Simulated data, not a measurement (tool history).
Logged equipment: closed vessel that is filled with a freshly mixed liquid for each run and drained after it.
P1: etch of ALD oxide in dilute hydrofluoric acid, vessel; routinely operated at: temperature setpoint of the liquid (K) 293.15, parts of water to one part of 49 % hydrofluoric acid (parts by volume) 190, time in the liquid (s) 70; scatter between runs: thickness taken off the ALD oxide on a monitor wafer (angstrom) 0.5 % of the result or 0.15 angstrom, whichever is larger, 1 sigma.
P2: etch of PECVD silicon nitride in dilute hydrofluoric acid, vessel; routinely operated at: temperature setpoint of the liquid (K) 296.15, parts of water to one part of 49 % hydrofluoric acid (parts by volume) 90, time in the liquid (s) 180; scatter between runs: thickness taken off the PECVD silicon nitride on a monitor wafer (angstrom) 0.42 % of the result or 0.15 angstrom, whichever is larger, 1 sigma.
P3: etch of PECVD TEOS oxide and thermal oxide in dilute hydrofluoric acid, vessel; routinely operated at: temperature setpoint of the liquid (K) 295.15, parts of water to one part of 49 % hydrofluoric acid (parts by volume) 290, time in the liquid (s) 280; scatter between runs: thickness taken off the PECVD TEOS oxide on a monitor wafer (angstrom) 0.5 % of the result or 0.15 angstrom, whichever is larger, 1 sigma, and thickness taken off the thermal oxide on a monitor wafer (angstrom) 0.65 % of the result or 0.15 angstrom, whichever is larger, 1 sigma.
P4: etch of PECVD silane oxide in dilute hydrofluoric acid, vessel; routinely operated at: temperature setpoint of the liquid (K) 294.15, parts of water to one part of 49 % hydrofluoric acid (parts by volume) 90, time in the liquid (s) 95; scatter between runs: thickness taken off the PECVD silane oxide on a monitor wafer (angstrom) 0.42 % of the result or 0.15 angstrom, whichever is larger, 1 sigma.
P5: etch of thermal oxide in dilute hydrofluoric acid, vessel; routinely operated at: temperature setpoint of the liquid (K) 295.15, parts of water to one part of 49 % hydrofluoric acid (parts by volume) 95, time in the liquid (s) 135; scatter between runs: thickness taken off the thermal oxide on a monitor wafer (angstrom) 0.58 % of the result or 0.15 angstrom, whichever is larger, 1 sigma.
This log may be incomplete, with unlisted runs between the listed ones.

run,day,process that ran,temperature setpoint of the liquid (K),parts of water to one part of 49 % hydrofluoric acid (parts by volume),time in the liquid (s),hours since the thermometer was replaced,hours since the hydrofluoric acid flow meter was replaced,thickness taken off the ALD oxide on a monitor wafer (angstrom),thickness taken off the PECVD TEOS oxide on a monitor wafer (angstrom),thickness taken off the thermal oxide on a monitor wafer (angstrom),thickness taken off the PECVD silane oxide on a monitor wafer (angstrom),thickness taken off the PECVD silicon nitride on a monitor wafer (angstrom)
1,0.171,P1,293.15,190,70,1573.8,255.3,49.244,,,,
2,0.321,P1,300.65,190,30,1577.4,258.9,27.755,,,,
3,0.496,P3,295.15,55,280,1581.6,263.1,,475.350,226.620,,
4,0.771,P4,294.15,155,95,1588.2,269.7,,,,115.23,
5,1.025,P2,304.15,90,180,1594.3,275.8,,,,,90.9400
6,1.308,P1,293.15,190,130,1601.1,282.6,91.044,,,,
7,1.554,P4,294.15,90,95,1607.0,288.5,,,,211.89,
8,1.717,P4,294.15,90,50,1610.9,292.4,,,,112.50,
9,1.883,P1,293.15,190,40,1614.9,296.4,28.228,,,,
10,2.021,P2,296.15,90,180,1618.2,299.7,,,,,53.7840
11,2.283,P3,295.15,290,280,1624.5,306.0,,69.345,33.574,,
12,2.496,P1,293.15,100,70,1629.6,311.1,102.640,,,,
13,2.792,P2,296.15,160,180,1636.7,318.2,,,,,30.8640
14,3.000,P4,302.15,90,95,1641.7,323.2,,,,292.90,
15,3.300,P1,290.15,190,70,1648.9,330.4,43.665,,,,
16,3.612,P3,295.15,290,480,1656.4,337.9,,118.940,57.203,,
17,3.762,P1,293.15,190,70,1660.0,341.5,49.513,,,,
18,4.012,P5,295.15,175,135,1666.0,347.5,,,31.762,,
19,4.238,P3,290.15,290,280,1671.4,352.9,,58.310,27.651,,
20,4.521,P4,294.15,90,95,1678.2,359.7,,,,212.57,
21,4.754,P2,296.15,90,30,1683.8,365.3,,,,,8.8928
22,4.921,P1,297.15,190,120,1687.8,369.3,98.949,,,,
23,5.096,P1,293.15,335,70,1692.0,373.5,24.785,,,,
24,5.342,P5,295.15,95,35,1697.9,379.4,,,16.715,,
25,5.633,P1,300.65,190,70,1704.9,386.4,64.700,,,,
26,5.888,P5,295.15,95,135,1711.0,392.5,,,64.312,,
27,6.200,P1,293.15,190,70,1718.5,400.0,49.161,,,,

Forecast run 28:
28,6.492,P1,298.15,190,110,1725.5,407.0,?,,,,

thickness taken off the ALD oxide on a monitor wafer (angstrom): 94.092
